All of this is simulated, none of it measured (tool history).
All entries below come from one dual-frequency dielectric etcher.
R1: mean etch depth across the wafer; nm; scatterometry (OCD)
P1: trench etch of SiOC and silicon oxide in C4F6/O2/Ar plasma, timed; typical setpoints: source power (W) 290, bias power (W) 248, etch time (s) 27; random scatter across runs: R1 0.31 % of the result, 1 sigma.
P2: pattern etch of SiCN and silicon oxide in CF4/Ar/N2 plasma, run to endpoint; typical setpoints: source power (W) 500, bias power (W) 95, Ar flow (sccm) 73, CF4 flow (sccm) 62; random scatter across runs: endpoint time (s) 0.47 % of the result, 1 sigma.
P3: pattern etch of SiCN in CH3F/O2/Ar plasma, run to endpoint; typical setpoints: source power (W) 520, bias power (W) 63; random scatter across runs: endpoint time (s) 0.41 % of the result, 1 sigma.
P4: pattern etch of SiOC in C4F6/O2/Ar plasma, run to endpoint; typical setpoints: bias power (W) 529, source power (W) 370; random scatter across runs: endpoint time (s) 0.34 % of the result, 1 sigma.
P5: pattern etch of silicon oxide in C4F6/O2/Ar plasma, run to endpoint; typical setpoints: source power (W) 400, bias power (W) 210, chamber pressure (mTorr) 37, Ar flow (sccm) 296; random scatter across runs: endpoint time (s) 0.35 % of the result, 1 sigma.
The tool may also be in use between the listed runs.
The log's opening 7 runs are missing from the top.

{"run": 8, "day": 3.35, "process that ran": "P1", "source power (W)": 290, "bias power (W)": 158, "etch time (s)": 27, "R1": 45.66}
{"run": 9, "day": 3.729, "process that ran": "P3", "source power (W)": 520, "bias power (W)": 50, "endpoint time (s)": 29.522}
{"run": 10, "day": 4.033, "process that ran": "P5", "source power (W)": 400, "bias power (W)": 210, "Ar flow (sccm)": 410, "chamber pressure (mTorr)": 37, "endpoint time (s)": 11.276}
{"run": 11, "day": 4.371, "process that ran": "P1", "source power (W)": 290, "bias power (W)": 248, "etch time (s)": 15.5, "R1": 30.29}
{"run": 12, "day": 4.988, "process that ran": "P1", "source power (W)": 290, "bias power (W)": 310, "etch time (s)": 27, "R1": 56.679}
{"run": 13, "day": 5.496, "process that ran": "P5", "source power (W)": 400, "bias power (W)": 210, "Ar flow (sccm)": 296, "chamber pressure (mTorr)": 51, "endpoint time (s)": 11.194}
{"run": 14, "day": 5.871, "process that ran": "P5", "source power (W)": 520, "bias power (W)": 210, "Ar flow (sccm)": 296, "chamber pressure (mTorr)": 37, "endpoint time (s)": 9.7645}
{"day": 6.167, "done": "source power generator calibrated"}
{"run": 15, "day": 6.35, "process that ran": "P4", "source power (W)": 500, "bias power (W)": 529, "endpoint time (s)": 13.151}
{"run": 16, "day": 6.729, "process that ran": "P2", "source power (W)": 500, "bias power (W)": 95, "Ar flow (sccm)": 73, "CF4 flow (sccm)": 62, "endpoint time (s)": 15.39}
{"run": 17, "day": 7.112, "process that ran": "P1", "source power (W)": 290, "bias power (W)": 248, "etch time (s)": 27, "R1": 52.565}
{"run": 18, "day": 7.608, "process that ran": "P4", "source power (W)": 370, "bias power (W)": 529, "endpoint time (s)": 14.667}
{"run": 19, "day": 7.9, "process that ran": "P1", "source power (W)": 290, "bias power (W)": 248, "etch time (s)": 27, "R1": 52.953}
{"run": 20, "day": 8.229, "process that ran": "P3", "source power (W)": 520, "bias power (W)": 63, "endpoint time (s)": 27.35}
{"day": 8.596, "done": "bias power generator calibrated"}
{"run": 21, "day": 8.704, "process that ran": "P5", "source power (W)": 400, "bias power (W)": 161, "Ar flow (sccm)": 296, "chamber pressure (mTorr)": 37, "endpoint time (s)": 11.807}
{"run": 22, "day": 9.104, "process that ran": "P4", "source power (W)": 370, "bias power (W)": 529, "endpoint time (s)": 14.618}
{"run": 23, "day": 9.375, "process that ran": "P1", "source power (W)": 290, "bias power (W)": 248, "etch time (s)": 27, "R1": 52.638}
{"run": 24, "day": 9.775, "process that ran": "P2", "source power (W)": 500, "bias power (W)": 64, "Ar flow (sccm)": 73, "CF4 flow (sccm)": 62, "endpoint time (s)": 17.392}
{"run": 25, "day": 10.075, "process that ran": "P1", "source power (W)": 290, "bias power (W)": 248, "etch time (s)": 27, "R1": 52.639}
{"run": 26, "day": 10.571, "process that ran": "P2", "source power (W)": 330, "bias power (W)": 95, "Ar flow (sccm)": 73, "CF4 flow (sccm)": 62, "endpoint time (s)": 21.884}
{"run": 27, "day": 10.875, "process that ran": "P2", "source power (W)": 500, "bias power (W)": 95, "Ar flow (sccm)": 45, "CF4 flow (sccm)": 62, "endpoint time (s)": 14.481}
{"run": 28, "day": 11.442, "process that ran": "P1", "source power (W)": 200, "bias power (W)": 248, "etch time (s)": 27, "R1": 45.54}
{"run": 29, "day": 11.708, "process that ran": "P1", "source power (W)": 290, "bias power (W)": 248, "etch time (s)": 35, "R1": 68.118}
{"run": 30, "day": 12.175, "process that ran": "P3", "source power (W)": 660, "bias power (W)": 63, "endpoint time (s)": 25.166}
{"run": 31, "day": 12.55, "process that ran": "P1", "source power (W)": 290, "bias power (W)": 248, "etch time (s)": 27, "R1": 52.561}
{"run": 32, "day": 12.871, "process that ran": "P1", "source power (W)": 290, "bias power (W)": 248, "etch time (s)": 27, "R1": 52.494}

What will run 33 give?
{"run": 33, "day": 13.333, "process that ran": "P1", "source power (W)": 290, "bias power (W)": 248, "etch time (s)": 27, "R1": "?"}

{"run 33": {"R1": 52.209}}
